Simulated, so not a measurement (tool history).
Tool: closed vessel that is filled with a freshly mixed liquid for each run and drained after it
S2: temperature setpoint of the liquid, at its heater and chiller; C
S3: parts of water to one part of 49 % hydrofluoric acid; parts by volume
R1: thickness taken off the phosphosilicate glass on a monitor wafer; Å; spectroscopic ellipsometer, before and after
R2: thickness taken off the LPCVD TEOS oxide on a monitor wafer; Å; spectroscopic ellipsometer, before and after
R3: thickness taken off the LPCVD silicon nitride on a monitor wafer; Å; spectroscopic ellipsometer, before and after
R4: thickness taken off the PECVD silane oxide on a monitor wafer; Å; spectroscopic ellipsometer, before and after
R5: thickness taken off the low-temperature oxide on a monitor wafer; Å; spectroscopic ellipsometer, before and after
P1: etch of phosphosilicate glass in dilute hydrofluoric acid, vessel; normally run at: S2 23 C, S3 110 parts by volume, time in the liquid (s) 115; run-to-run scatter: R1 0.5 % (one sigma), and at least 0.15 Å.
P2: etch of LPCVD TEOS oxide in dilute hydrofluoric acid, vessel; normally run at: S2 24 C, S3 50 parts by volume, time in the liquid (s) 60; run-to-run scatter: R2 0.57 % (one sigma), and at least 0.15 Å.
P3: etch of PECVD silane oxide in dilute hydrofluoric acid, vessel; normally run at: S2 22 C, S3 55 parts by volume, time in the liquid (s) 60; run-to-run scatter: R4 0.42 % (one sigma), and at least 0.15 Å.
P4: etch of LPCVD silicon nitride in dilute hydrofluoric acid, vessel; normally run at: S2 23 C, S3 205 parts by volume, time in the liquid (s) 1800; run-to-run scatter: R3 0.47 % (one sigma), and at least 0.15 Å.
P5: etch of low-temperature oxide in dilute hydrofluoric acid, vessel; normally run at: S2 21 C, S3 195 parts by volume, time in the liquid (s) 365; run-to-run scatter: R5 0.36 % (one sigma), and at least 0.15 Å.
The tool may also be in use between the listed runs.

Run 1, hour 10.1: process that ran P1, S2 23 C, S3 110 parts by volume, time in the liquid (s) 115. Result: R1 589.42 Å.
Run 2, hour 22.6: process that ran P2, S2 24 C, S3 50 parts by volume, time in the liquid (s) 60. Result: R2 372.29 Å.
Run 3, hour 35.3: process that ran P4, S2 23 C, S3 205 parts by volume, time in the liquid (s) 840. Result: R3 22.091 Å.
Run 4, hour 41.9: process that ran P2, S2 24 C, S3 30 parts by volume, time in the liquid (s) 60. Result: R2 635.62 Å.
Run 5, hour 55.1: process that ran P4, S2 23 C, S3 50 parts by volume, time in the liquid (s) 1800. Result: R3 188.42 Å.
Run 6, hour 64: process that ran P4, S2 23 C, S3 205 parts by volume, time in the liquid (s) 1800. Result: R3 46.865 Å.
Run 7, hour 72.2: process that ran P2, S2 24 C, S3 50 parts by volume, time in the liquid (s) 105. Result: R2 653.85 Å.
Run 8, hour 83.8: process that ran P1, S2 23 C, S3 110 parts by volume, time in the liquid (s) 115. Result: R1 591.45 Å.
Run 9, hour 91.5: process that ran P3, S2 22 C, S3 55 parts by volume, time in the liquid (s) 60. Result: R4 159.62 Å.
Run 10, hour 98.3: process that ran P3, S2 22 C, S3 20 parts by volume, time in the liquid (s) 60. Result: R4 454.93 Å.
Run 11, hour 105.7: process that ran P3, S2 26 C, S3 55 parts by volume, time in the liquid (s) 60. Result: R4 187.49 Å.
Run 12, hour 112.9: process that ran P5, S2 21 C, S3 195 parts by volume, time in the liquid (s) 620. Result: R5 620.93 Å.
Run 13, hour 119.7: process that ran P1, S2 27 C, S3 155 parts by volume, time in the liquid (s) 115. Result: R1 461.26 Å.
Run 14, hour 130: process that ran P2, S2 24 C, S3 50 parts by volume, time in the liquid (s) 60. Result: R2 373.11 Å.
Run 15, hour 140: process that ran P3, S2 22 C, S3 55 parts by volume, time in the liquid (s) 30. Result: R4 79.84 Å.
Run 16, hour 146.4: process that ran P1, S2 23 C, S3 110 parts by volume, time in the liquid (s) 115. Result: R1 590.59 Å.
Run 17, hour 155: process that ran P2, S2 19.5 C, S3 50 parts by volume, time in the liquid (s) 60. Result: R2 311.79 Å.
At hour 155.5: thermometer replaced.
Run 18, hour 167.8: process that ran P1, S2 23 C, S3 195 parts by volume, time in the liquid (s) 115. Result: R1 303.11 Å.
Run 19, hour 180: process that ran P1, S2 23 C, S3 110 parts by volume, time in the liquid (s) 115. Result: R1 586.32 Å.
Run 20, hour 190.7: process that ran P1, S2 23 C, S3 110 parts by volume, time in the liquid (s) 115. Result: R1 585.46 Å.
Run 21, hour 199.8: process that ran P5, S2 21 C, S3 195 parts by volume, time in the liquid (s) 365. Result: R5 363.6 Å.
Run 22, hour 214.1: process that ran P1, S2 23 C, S3 110 parts by volume, time in the liquid (s) 115. Result: R1 586.32 Å.
Run 23, hour 222: process that ran P1, S2 23 C, S3 110 parts by volume, time in the liquid (s) 205. Result: R1 1042.7 Å.
Run 24, hour 236.3: process that ran P1, S2 23 C, S3 70 parts by volume, time in the liquid (s) 115. Result: R1 972.81 Å.
Run 25, hour 242.8: process that ran P1, S2 23 C, S3 110 parts by volume, time in the liquid (s) 30. Result: R1 154.61 Å.
Run 26, hour 249.5: process that ran P1, S2 27 C, S3 110 parts by volume, time in the liquid (s) 115. Result: R1 686.36 Å.
Run 27, hour 261.4: process that ran P1, S2 17 C, S3 110 parts by volume, time in the liquid (s) 115. Result: R1 459.34 Å.
Run 28, hour 272.4: process that ran P5, S2 21 C, S3 100 parts by volume, time in the liquid (s) 365. Result: R5 784.07 Å.
Run 29, hour 280.5: process that ran P5, S2 26 C, S3 195 parts by volume, time in the liquid (s) 365. Result: R5 439.31 Å.
Run 30, hour 292.9: process that ran P3, S2 22 C, S3 55 parts by volume, time in the liquid (s) 60. Result: R4 158.74 Å.
Run 31, hour 300.4: process that ran P1, S2 23 C, S3 110 parts by volume, time in the liquid (s) 115. Result: R1 591.67 Å.
Run 32, hour 313.9: process that ran P4, S2 17 C, S3 205 parts by volume, time in the liquid (s) 1800. Result: R3 31.574 Å.
Run 33, hour 320.9: process that ran P1, S2 23 C, S3 110 parts by volume, time in the liquid (s) 115. Result: R1 586.75 Å.

The next listed run, before its measurement:
Run 34, hour 334.5: process that ran P1, S2 23 C, S3 110 parts by volume, time in the liquid (s) 115. Result: R1 ?.

Run 34 gave R1 615.95 Å.

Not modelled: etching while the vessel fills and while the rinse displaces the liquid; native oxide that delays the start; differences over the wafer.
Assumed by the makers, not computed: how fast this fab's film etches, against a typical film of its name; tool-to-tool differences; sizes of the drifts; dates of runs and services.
